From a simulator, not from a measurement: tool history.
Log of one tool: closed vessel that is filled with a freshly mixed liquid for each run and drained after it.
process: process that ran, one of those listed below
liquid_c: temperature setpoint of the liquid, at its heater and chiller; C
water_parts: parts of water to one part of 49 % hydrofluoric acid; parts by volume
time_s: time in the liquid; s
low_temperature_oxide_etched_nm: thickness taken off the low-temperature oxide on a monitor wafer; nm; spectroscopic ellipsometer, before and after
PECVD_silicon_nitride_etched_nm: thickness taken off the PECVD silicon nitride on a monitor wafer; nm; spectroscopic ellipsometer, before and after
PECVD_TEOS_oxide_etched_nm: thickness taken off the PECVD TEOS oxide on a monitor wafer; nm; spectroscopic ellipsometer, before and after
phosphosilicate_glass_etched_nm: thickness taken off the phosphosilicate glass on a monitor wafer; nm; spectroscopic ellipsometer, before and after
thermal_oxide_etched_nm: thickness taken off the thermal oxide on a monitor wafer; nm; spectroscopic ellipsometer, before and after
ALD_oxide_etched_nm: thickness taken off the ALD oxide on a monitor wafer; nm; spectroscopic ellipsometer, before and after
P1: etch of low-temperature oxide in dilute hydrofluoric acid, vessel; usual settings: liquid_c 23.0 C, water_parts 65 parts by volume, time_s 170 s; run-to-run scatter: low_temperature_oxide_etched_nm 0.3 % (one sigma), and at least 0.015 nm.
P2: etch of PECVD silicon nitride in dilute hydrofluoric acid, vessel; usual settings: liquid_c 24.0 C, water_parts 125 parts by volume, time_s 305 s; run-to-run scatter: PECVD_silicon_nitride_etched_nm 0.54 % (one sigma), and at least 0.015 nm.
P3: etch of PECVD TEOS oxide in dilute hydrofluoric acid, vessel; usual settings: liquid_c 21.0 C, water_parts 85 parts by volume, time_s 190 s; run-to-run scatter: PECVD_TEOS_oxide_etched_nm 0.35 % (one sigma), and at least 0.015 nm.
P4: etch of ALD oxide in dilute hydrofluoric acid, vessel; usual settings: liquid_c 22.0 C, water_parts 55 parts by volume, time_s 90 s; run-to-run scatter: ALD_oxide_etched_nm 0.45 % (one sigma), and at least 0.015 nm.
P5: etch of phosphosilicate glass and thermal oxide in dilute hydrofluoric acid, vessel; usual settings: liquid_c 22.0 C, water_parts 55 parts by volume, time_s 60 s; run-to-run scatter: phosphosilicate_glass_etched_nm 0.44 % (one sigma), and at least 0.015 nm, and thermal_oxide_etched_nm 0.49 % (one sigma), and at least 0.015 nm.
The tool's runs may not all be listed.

| run | hour | process | liquid_c | water_parts | time_s | hours since the thermometer was replaced | hours since the hydrofluoric acid flow meter was replaced | low_temperature_oxide_etched_nm | PECVD_silicon_nitride_etched_nm | PECVD_TEOS_oxide_etched_nm | phosphosilicate_glass_etched_nm | thermal_oxide_etched_nm | ALD_oxide_etched_nm |
|---|---|---|---|---|---|---|---|---|---|---|---|---|---|
| 1 | 13.9 | P1 | 23.0 | 65 | 170 | 729.3 | 224.3 | 55.421 |  |  |  |  |  |
| 2 | 24.3 | P1 | 17.0 | 65 | 290 | 739.7 | 234.7 | 73.140 |  |  |  |  |  |
| 3 | 37.5 | P1 | 23.0 | 65 | 60 | 752.9 | 247.9 | 19.616 |  |  |  |  |  |
| 4 | 45.2 | P2 | 24.0 | 220 | 305 | 760.6 | 255.6 |  | 6.3667 |  |  |  |  |
| 5 | 51.6 | P2 | 24.0 | 125 | 30 | 767.0 | 262.0 |  | 1.0962 |  |  |  |  |
| 6 | 62.2 | P1 | 31.0 | 65 | 170 | 777.6 | 272.6 | 76.206 |  |  |  |  |  |
| 7 | 73.0 | P1 | 23.0 | 65 | 170 | 788.4 | 283.4 | 55.280 |  |  |  |  |  |
| 8 | 79.9 | P1 | 17.0 | 65 | 170 | 795.3 | 290.3 | 43.233 |  |  |  |  |  |
| 9 | 87.8 | P2 | 24.0 | 125 | 305 | 803.2 | 298.2 |  | 11.2400 |  |  |  |  |
| 10 | 101.8 | P1 | 23.0 | 65 | 330 | 817.2 | 312.2 | 108.130 |  |  |  |  |  |
| 11 | 113.4 | P3 | 21.0 | 85 | 190 | 828.8 | 323.8 |  |  | 23.363 |  |  |  |
| 12 | 127.1 | P3 | 28.5 | 85 | 190 | 842.5 | 337.5 |  |  | 31.664 |  |  |  |
| 13 | 136.1 | P1 | 23.0 | 65 | 170 | 851.5 | 346.5 | 55.490 |  |  |  |  |  |
| 14 | 145.4 | P1 | 23.0 | 65 | 170 | 860.8 | 355.8 | 55.495 |  |  |  |  |  |
| 15 | 157.9 | P5 | 22.0 | 55 | 60 | 873.3 | 368.3 |  |  |  | 80.874 | 4.9343 |  |
| 16 | 168.5 | P1 | 23.0 | 65 | 170 | 883.9 | 378.9 | 55.569 |  |  |  |  |  |
| 17 | 178.8 | P5 | 22.0 | 100 | 60 | 894.2 | 389.2 |  |  |  | 42.166 | 2.5698 |  |
| 18 | 190.2 | P1 | 23.0 | 20 | 170 | 905.6 | 400.6 | 191.460 |  |  |  |  |  |
| 19 | 199.5 | P1 | 23.0 | 90 | 170 | 914.9 | 409.9 | 38.883 |  |  |  |  |  |
| 20 | 212.9 | P4 | 22.0 | 55 | 135 | 928.3 | 423.3 |  |  |  |  |  | 61.185 |
| 21 | 224.2 | P4 | 22.0 | 55 | 90 | 939.6 | 434.6 |  |  |  |  |  | 40.723 |
| 22 | 232.0 | P3 | 21.0 | 85 | 105 | 947.4 | 442.4 |  |  | 13.010 |  |  |  |
| 23 | 241.0 | P2 | 30.0 | 125 | 305 | 956.4 | 451.4 |  | 16.1480 |  |  |  |  |
| 24 | 253.7 | P2 | 24.0 | 125 | 305 | 969.1 | 464.1 |  | 11.1840 |  |  |  |  |
| 25 | 264.8 | P5 | 22.0 | 55 | 105 | 980.2 | 475.2 |  |  |  | 140.750 | 8.6247 |  |
| 26 | 278.8 | P4 | 22.0 | 25 | 90 | 994.2 | 489.2 |  |  |  |  |  | 93.138 |

Forecast run 27:
| 27 | 289.1 | P1 | 27.0 | 95 | 170 | 1004.5 | 499.5 | ? |  |  |  |  |  |

{"run 27": {"low_temperature_oxide_etched_nm": 42.83}}

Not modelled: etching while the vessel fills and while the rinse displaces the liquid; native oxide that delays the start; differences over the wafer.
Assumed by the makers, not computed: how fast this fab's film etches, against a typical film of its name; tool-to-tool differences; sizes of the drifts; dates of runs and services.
